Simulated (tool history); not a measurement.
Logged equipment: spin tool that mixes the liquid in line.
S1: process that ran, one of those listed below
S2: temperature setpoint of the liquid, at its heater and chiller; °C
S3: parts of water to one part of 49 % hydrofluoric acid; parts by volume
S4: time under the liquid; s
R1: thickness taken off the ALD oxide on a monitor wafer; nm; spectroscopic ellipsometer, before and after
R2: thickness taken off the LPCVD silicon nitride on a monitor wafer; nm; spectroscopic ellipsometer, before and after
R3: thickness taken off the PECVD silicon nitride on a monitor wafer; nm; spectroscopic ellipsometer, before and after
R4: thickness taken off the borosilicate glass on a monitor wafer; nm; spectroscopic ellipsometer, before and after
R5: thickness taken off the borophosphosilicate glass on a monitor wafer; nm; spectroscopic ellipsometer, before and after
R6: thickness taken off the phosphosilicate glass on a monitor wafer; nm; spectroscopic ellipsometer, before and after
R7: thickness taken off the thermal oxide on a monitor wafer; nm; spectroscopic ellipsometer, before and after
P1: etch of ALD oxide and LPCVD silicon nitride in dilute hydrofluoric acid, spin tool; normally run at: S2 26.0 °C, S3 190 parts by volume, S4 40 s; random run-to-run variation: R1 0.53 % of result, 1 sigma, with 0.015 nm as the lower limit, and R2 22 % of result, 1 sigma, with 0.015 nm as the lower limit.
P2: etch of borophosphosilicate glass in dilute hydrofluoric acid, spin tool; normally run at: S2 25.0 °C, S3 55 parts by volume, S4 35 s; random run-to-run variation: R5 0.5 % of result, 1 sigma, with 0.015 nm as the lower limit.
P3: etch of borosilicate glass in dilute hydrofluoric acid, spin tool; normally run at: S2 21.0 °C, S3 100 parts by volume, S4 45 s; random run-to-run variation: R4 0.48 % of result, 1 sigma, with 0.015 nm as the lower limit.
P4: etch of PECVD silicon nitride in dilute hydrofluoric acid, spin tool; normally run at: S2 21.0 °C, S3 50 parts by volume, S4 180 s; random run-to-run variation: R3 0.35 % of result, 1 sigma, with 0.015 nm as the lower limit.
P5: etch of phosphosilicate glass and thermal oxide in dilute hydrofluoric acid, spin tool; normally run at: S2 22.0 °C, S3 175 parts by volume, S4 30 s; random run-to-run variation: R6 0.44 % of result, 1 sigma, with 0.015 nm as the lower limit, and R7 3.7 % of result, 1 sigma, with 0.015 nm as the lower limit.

run   hour  S1    S2   S3   S4       R1        R2      R3       R4      R5       R6       R7
  1    5.8  P1  26.0  190   40   4.9362  0.127740
  2   14.7  P1  22.5  190   75   7.9707  0.173280
  3   24.2  P4  21.0   50  180                     16.219
  4   31.1  P1  26.0  190   40   4.9401  0.189100
  5   37.2  P1  26.0   85   15   4.6206  0.104590
  6   50.0  P3  21.0  150   45                              8.7229
  7   60.5  P1  26.0  190   65   8.0660  0.161640
  8   66.8  P1  26.0  190   40   4.8518  0.085828
  9   75.3  P4  17.0   50  180                     12.148
 10   87.4  P2  25.0   55   35                                      43.331
 11   96.7  P1  26.0  190   40   4.9386  0.087063
 12  102.9  P2  31.5   55   35                                      55.722
 13  109.9  P3  29.0  100   45                             19.0360
 14  120.4  P5  22.0  175   30                                              15.9740  0.70536
 15  131.5  P4  21.0   50  180                     16.036
 16  137.8  P1  26.0  190   40   4.8779  0.123890
 17  145.6  P1  26.0  260   40   3.3131  0.063052
 18  158.1  P1  20.5  190   40   4.0254  0.109920
 19  170.5  P4  21.0   20  180                     38.753
 20  179.2  P1  31.5  275   40   3.7092  0.083079
 21  187.2  P2  25.0  100   35                                      22.768
 22  198.2  P3  21.0  100   20                              6.1812
 23  205.5  P4  21.0   50  300                     26.925
 24  212.6  P1  26.0  190   40   4.8703  0.116060
 25  221.0  P1  26.0  190   15   1.8566  0.049755
 26  234.1  P3  21.0  100   45                             13.9460
 27  245.8  P5  22.0  320   30                                               7.5643  0.35432
 28  256.6  P1  32.5  190   40   6.1756  0.216920
 29  262.6  P2  25.0   55   15                                      18.517
 30  269.9  P3  21.0  100   45                             13.9430
 31  282.8  P5  22.0  175   60                                              31.8080  1.47930
 32  292.9  P5  17.0  175   30                                              13.2250  0.61742
 33  300.7  P1  26.0   50   40  22.2470  0.470600
 34  307.4  P1  26.0  190   40   4.8950  0.104400
 35  314.3  P1  26.0  190   40   4.9948  0.119390
 36  325.3  P1  26.0  190   40   5.1524  0.123310
 37  335.9  P1  26.0  190   40   5.1425  0.117380
 38  342.1  P1  26.0  190   40   5.1591  0.149680
 39  352.1  P1  26.0  190   40   5.1967  0.117300
 40  362.9  P1  26.0  190   40   5.2207  0.133310
 41  370.4  P1  26.0  190   40   5.2514  0.099158

P1 has crept away from where it was. The log is fitted equally well by each of these 2 causes, at the sizes shown:
A: liquid hotter than its thermometer reads (K) = 1.7
B: hydrofluoric acid flow above the setpoint (%) = 5.18
Creep in the process output first set in at about hour 307.4.

The check runs listed below each take one wafer, and their results are still question marks. Under which run would the listed causes lead to clearly different results?
check 1  377.9  P3  28.5  100   45               ?
check 2  377.9  P5  22.0  270   60                       ?   ?
check 3  377.9  P2  25.0  100   15                   ?
check 4  377.9  P4  21.0   25  180           ?

Predicted outcomes, by check and by cause:
  check  result     if A     if B
check 1      R4  19.8400  19.7030
check 2      R6  20.0440  20.0920
check 2      R7  0.91581  0.91799
check 3      R5   10.292   10.194
check 4      R3   35.370   32.991
How far apart the two closest causes lie, in the result that separates them most: check 1 0.69 %; check 2 0.24 %; check 3 0.96 %; check 4 6.96 %
Of the check runs offered, only check 4 discriminates between the causes; the rest would read about the same regardless of which cause applies.

Running check 4 produced the following: R3 35.433 nm. Which one of the listed causes fits?

It is A: liquid hotter than its thermometer reads (K).
